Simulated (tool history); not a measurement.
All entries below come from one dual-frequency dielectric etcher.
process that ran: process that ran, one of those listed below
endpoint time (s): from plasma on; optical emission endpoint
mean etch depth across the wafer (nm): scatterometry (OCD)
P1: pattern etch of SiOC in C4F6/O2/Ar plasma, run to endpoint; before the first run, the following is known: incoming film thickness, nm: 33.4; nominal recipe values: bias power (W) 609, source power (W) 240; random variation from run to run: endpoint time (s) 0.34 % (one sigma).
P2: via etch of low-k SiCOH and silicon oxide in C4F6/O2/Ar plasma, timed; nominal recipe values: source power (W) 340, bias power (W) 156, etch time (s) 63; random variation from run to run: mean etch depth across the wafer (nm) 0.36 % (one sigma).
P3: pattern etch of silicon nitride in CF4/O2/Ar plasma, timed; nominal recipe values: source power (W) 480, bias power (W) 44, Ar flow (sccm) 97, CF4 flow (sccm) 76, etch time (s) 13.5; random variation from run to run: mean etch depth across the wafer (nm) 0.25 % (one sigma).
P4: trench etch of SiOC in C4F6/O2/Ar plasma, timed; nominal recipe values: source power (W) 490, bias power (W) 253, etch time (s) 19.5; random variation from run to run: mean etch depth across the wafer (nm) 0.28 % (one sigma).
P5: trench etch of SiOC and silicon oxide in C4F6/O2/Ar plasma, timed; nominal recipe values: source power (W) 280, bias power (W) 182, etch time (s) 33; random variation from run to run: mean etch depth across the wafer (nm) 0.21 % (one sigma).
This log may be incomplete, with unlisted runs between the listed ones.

| run | hour | process that ran | bias power (W) | source power (W) | Ar flow (sccm) | CF4 flow (sccm) | etch time (s) | hours since the last wet clean | hours since the last bias power generator calibration | hours since the last source power generator calibration | endpoint time (s) | mean etch depth across the wafer (nm) |
|---|---|---|---|---|---|---|---|---|---|---|---|---|
| 1 | 8.8 | P1 | 609 | 240 |  |  |  | 428.2 | 1836 | 1489.2 | 12.817 |  |
| 2 | 17.1 | P3 | 44 | 480 | 97 | 76 | 10.5 | 436.5 | 1844.3 | 1497.5 |  | 17.861 |
| 3 | 28.7 | P4 | 162 | 490 |  |  | 19.5 | 448.1 | 1855.9 | 1509.1 |  | 42.922 |
| 4 | 46 | P3 | 44 | 480 | 97 | 97 | 13.5 | 465.4 | 1873.2 | 1526.4 |  | 23.717 |
| 5 | 54.6 | P5 | 182 | 280 |  |  | 33 | 474 | 1881.8 | 1535 |  | 56.893 |
| 6 | 70.5 | P4 | 253 | 490 |  |  | 10.5 | 489.9 | 1897.7 | 1550.9 |  | 26.684 |
| 7 | 79.6 | P1 | 609 | 240 |  |  |  | 499 | 1906.8 | 1560 | 12.792 |  |
| 8 | 90.2 | P3 | 44 | 480 | 61 | 76 | 13.5 | 509.6 | 1917.4 | 1570.6 |  | 24.393 |
| 9 | 105.1 | P5 | 182 | 400 |  |  | 33 | 524.5 | 1932.3 | 1585.5 |  | 64.782 |
| 10 | 114 | P1 | 609 | 240 |  |  |  | 533.4 | 1941.2 | 1594.4 | 12.826 |  |
| 11 | 129.2 | P3 | 44 | 480 | 97 | 76 | 13.5 | 548.6 | 1956.4 | 1609.6 |  | 23.044 |
| 12 | 146.8 | P1 | 609 | 330 |  |  |  | 566.2 | 1974 | 1627.2 | 11.438 |  |
| 13 | 157.1 | P2 | 156 | 340 |  |  | 80 | 576.5 | 1984.3 | 1637.5 |  | 191.05 |
| 14 | 169.7 | P1 | 609 | 240 |  |  |  | 589.1 | 1996.9 | 1650.1 | 12.818 |  |
| 15 | 182.9 | P1 | 609 | 190 |  |  |  | 602.3 | 2010.1 | 1663.3 | 14.022 |  |
| 16 | 196.5 | P5 | 146 | 280 |  |  | 33 | 615.9 | 2023.7 | 1676.9 |  | 52.783 |
| 17 | 204.8 | P2 | 156 | 460 |  |  | 63 | 624.2 | 2032 | 1685.2 |  | 169.49 |
| 18 | 221.9 | P2 | 156 | 340 |  |  | 63 | 641.3 | 2049.1 | 1702.3 |  | 151 |
| 19 | 231.6 | P4 | 253 | 290 |  |  | 19.5 | 651 | 2058.8 | 1712 |  | 40.661 |
| 20 | 243.3 | P5 | 182 | 280 |  |  | 33 | 662.7 | 2070.5 | 1723.7 |  | 56.76 |
| 21 | 260.3 | P3 | 44 | 330 | 97 | 76 | 13.5 | 679.7 | 2087.5 | 1740.7 |  | 16.614 |
| 22 | 270.1 | P4 | 253 | 490 |  |  | 19.5 | 689.5 | 2097.3 | 1750.5 |  | 49.49 |
| 23 | 282.1 | P5 | 182 | 280 |  |  | 24.5 | 701.5 | 2109.3 | 1762.5 |  | 41.964 |
| 24 | 294.7 | P3 | 59 | 480 | 97 | 76 | 13.5 | 714.1 | 2121.9 | 1775.1 |  | 25.851 |
| 25 | 302.8 | P1 | 777 | 240 |  |  |  | 722.2 | 2130 | 1783.2 | 11.625 |  |
| 26 | 321.1 | P1 | 491 | 240 |  |  |  | 740.5 | 2148.3 | 1801.5 | 14.015 |  |
| 27 | 335.5 | P1 | 609 | 240 |  |  |  | 754.9 | 2162.7 | 1815.9 | 12.83 |  |
| 28 | 346.8 | P2 | 101 | 340 |  |  | 63 | 766.2 | 2174 | 1827.2 |  | 132.84 |
| 29 | 360.7 | P1 | 372 | 330 |  |  |  | 780.1 | 2187.9 | 1841.1 | 13.769 |  |
| 30 | 375.6 | P1 | 609 | 240 |  |  |  | 795 | 2202.8 | 1856 | 12.873 |  |
| 31 | 388.5 | P1 | 609 | 240 |  |  |  | 807.9 | 2215.7 | 1868.9 | 12.652 |  |
| 32 | 405.7 | P1 | 609 | 240 |  |  |  | 825.1 | 2232.9 | 1886.1 | 12.667 |  |
| 33 | 415.4 | P1 | 609 | 240 |  |  |  | 834.8 | 2242.6 | 1895.8 | 12.679 |  |
| 34 | 428.3 | P1 | 609 | 240 |  |  |  | 847.7 | 2255.5 | 1908.7 | 12.635 |  |
| 35 | 437 | P1 | 609 | 240 |  |  |  | 856.4 | 2264.2 | 1917.4 | 12.615 |  |
|  | 441.8 | wet clean of the chamber |
| 36 | 448.4 | P1 | 609 | 240 |  |  |  | 6.6 | 2275.6 | 1928.8 | 12.637 |  |
| 37 | 458.2 | P1 | 609 | 240 |  |  |  | 16.4 | 2285.4 | 1938.6 | 12.587 |  |
| 38 | 473.6 | P1 | 609 | 240 |  |  |  | 31.8 | 2300.8 | 1954 | 12.606 |  |
| 39 | 485.4 | P1 | 609 | 240 |  |  |  | 43.6 | 2312.6 | 1965.8 | 12.48 |  |
| 40 | 498.3 | P1 | 609 | 240 |  |  |  | 56.5 | 2325.5 | 1978.7 | 12.522 |  |

Compared with where it was, what P1 gives has crept away. Each cause listed below fits the log as well as the rest, at the size given for it:
A: source power that arrives over what is set, % = 4.82
B: bias power that arrives over what is set, % = 4.45
Onset of the creep was near hour 375.6.
What rules out each remaining cause:
chamber walls in a state that raises the etch rate, %: work on it at hour 441.8, done after the drift set in, did not restore what the process gave before

Listed below are the offered check runs, one wafer per run, with question marks in place of results. For which of them would the causes give clearly different outcomes?
| check 1 | 511.2 | P3 | 44 | 480 | 81 | 76 | 13.5 |  |  |  |  | ? |
| check 2 | 511.2 | P4 | 183 | 490 |  |  | 14 |  |  |  |  | ? |
| check 3 | 511.2 | P5 | 182 | 350 |  |  | 33 |  |  |  |  | ? |
| check 4 | 511.2 | P2 | 128 | 420 |  |  | 63 |  |  |  |  | ? |

What each check would give under each cause:
| check | result | if A | if B |
|---|---|---|---|
| check 1 | mean etch depth across the wafer (nm) | 24.551 | 23.945 |
| check 2 | mean etch depth across the wafer (nm) | 32.625 | 32.472 |
| check 3 | mean etch depth across the wafer (nm) | 63.001 | 62.734 |
| check 4 | mean etch depth across the wafer (nm) | 157.16 | 156.21 |
Minimum pairwise separation of causes per check, each pair taken at its best-separating result: check 1 2.5 %; check 2 0.47 %; check 3 0.43 %; check 4 0.61 %
The causes can be told apart only by check 1. The other checks would give nearly the same results under each of them.

After running check 1, the following was obtained: mean etch depth across the wafer (nm) 23.891. Which cause does this point to?

Of the candidate causes, it is B: bias power that arrives over what is set, %.

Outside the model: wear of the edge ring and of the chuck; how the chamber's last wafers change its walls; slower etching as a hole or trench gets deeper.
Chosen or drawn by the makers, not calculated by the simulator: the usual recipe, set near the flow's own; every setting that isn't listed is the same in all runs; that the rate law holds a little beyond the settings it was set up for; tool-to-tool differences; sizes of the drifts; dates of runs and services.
